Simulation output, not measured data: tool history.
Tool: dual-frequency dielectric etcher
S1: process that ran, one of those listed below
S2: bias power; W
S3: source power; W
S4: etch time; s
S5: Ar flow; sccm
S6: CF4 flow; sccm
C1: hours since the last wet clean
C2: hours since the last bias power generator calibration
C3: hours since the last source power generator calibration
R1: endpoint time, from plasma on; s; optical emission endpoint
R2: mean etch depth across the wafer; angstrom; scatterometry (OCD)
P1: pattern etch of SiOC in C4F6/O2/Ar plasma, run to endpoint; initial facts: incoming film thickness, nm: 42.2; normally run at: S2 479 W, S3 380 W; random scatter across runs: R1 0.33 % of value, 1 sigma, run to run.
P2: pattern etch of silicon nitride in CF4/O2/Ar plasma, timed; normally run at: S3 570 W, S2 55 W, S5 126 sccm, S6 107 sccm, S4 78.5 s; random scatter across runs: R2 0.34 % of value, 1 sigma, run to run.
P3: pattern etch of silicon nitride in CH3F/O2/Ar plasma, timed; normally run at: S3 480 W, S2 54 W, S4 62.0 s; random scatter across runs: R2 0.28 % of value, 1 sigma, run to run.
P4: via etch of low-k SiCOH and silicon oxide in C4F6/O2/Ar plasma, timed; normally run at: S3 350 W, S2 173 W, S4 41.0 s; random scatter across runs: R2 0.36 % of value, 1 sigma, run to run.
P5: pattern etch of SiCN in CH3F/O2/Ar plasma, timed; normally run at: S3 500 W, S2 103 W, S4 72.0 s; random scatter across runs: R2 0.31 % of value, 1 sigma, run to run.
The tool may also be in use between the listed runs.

run	hour	S1	S2	S3	S4	S5	S6	C1	C2	C3	R1	R2
1	14.6	P1	479	380				200.0	2814.4	343.5	14.520	
2	23.8	P5	103	500	72.0			209.2	2823.6	352.7		343.61
3	35.6	P1	310	290				221.0	2835.4	364.5	18.744	
4	43.4	P4	173	200	41.0			228.8	2843.2	372.3		789.14
5	51.2	P2	55	570	78.5	91	107	236.6	2851.0	380.1		1777.60
6	63.9	P1	479	380				249.3	2863.7	392.8	14.558	
7	77.8	P1	334	380				263.2	2877.6	406.7	16.590	
8	89.1	P5	65	500	72.0			274.5	2888.9	418.0		289.31
9	104.1	P4	173	350	41.0			289.5	2903.9	433.0		995.54
10	116.8	P1	479	380				302.2	2916.6	445.7	14.419	
11	126.0	P1	479	380				311.4	2925.8	454.9	14.592	
12	141.8	P3	54	480	62.0			327.2	2941.6	470.7		426.15
13	151.3	P1	570	470				336.7	2951.1	480.2	12.596	
14	159.0	P1	479	260				344.4	2958.8	487.9	16.699	
15	173.5	P1	479	540				358.9	2973.3	502.4	12.772	
16	189.0	P3	54	480	77.0			374.4	2988.8	517.9		532.57
17	201.8	P1	479	380				387.2	3001.6	530.7	14.508	
18	210.9	P2	55	570	44.0	126	107	396.3	3010.7	539.8		956.52
19	225.3	P3	33	480	62.0			410.7	3025.1	554.2		368.61
20	232.6	P1	479	380				418.0	3032.4	561.5	14.521	
21	241.7	P3	54	660	62.0			427.1	3041.5	570.6		484.74
22	249.0	P1	479	380				434.4	3048.8	577.9	14.481	
23	259.0	P3	54	480	62.0			444.4	3058.8	587.9		428.51
24	269.8	P2	55	760	78.5	126	107	455.2	3069.6	598.7		2195.30
25	277.2	P5	103	610	72.0			462.6	3077.0	606.1		368.44
# hour 280.3: source power generator calibrated
26	289.7	P1	647	380				475.1	3089.5	9.5	12.999	
27	297.3	P2	55	570	78.5	126	74	482.7	3097.1	17.1		1610.90
28	305.3	P4	112	350	41.0			490.7	3105.1	25.1		865.71
29	320.4	P2	68	570	78.5	126	107	505.8	3120.2	40.2		1857.10
30	329.9	P2	55	570	78.5	126	107	515.3	3129.7	49.7		1698.10
31	342.4	P1	326	480				527.8	3142.2	62.2	15.358	
32	355.4	P5	103	500	48.0			540.8	3155.2	75.2		227.35
33	368.1	P4	173	350	56.5			553.5	3167.9	87.9		1359.60
34	381.2	P4	173	350	41.0			566.6	3181.0	101.0		986.05
35	388.9	P1	479	380				574.3	3188.7	108.7	14.585	
36	402.6	P1	479	380				588.0	3202.4	122.4	14.437	
37	414.1	P1	479	380				599.5	3213.9	133.9	14.374	
38	421.6	P1	479	380				607.0	3221.4	141.4	14.440	
39	431.1	P1	479	380				616.5	3230.9	150.9	14.267	
40	446.4	P1	479	380				631.8	3246.2	166.2	14.332	
# hour 456.3: wet clean of the chamber
41	460.1	P1	479	380				3.9	3259.9	179.9	14.293	
42	474.5	P1	479	380				18.3	3274.3	194.3	14.404	
43	483.3	P1	479	380				27.1	3283.1	203.1	14.373	
44	499.0	P1	479	380				42.8	3298.8	218.8	14.306	
45	511.7	P1	479	380				55.5	3311.5	231.5	14.269	

P1 has crept away from where it was. The log is fitted equally well by each of these 2 causes, at the sizes shown:
A: source power that arrives over what is set, % = 4.53
B: bias power that arrives over what is set, % = 4.49
The creep began at about hour 388.9.
What rules out each remaining cause:
chamber walls in a state that raises the etch rate, %: serviced at hour 456.3, after the change had begun; the process did not return to its earlier output

Below are 4 check runs, each averaged over 2 wafers, with their results shown as question marks. Which of them would give clearly different results depending on which cause is behind the drift?
check 1	524.4	P2	55	570	78.5	126	107					?
check 2	524.4	P5	103	500	72.0							?
check 3	524.4	P3	54	480	62.0							?
check 4	524.4	P4	173	350	41.0							?

What every check run would give for each of its results, assuming each possible cause in turn:
check	result	if A	if B
check 1	R2	1770.90	1733.30
check 2	R2	348.09	348.12
check 3	R2	435.38	433.92
check 4	R2	1004.20	1000.90
Minimum pairwise separation of causes per check, each pair taken at its best-separating result: check 1 2.14 %; check 2 0.01 %; check 3 0.34 %; check 4 0.33 %
Only in check 1 would the causes give clearly different results; in the remaining checks their results would be nearly the same.

Check 1 was then run and gave: R2 1766.80 angstrom. Which cause is it?

The cause is A: source power that arrives over what is set, %.
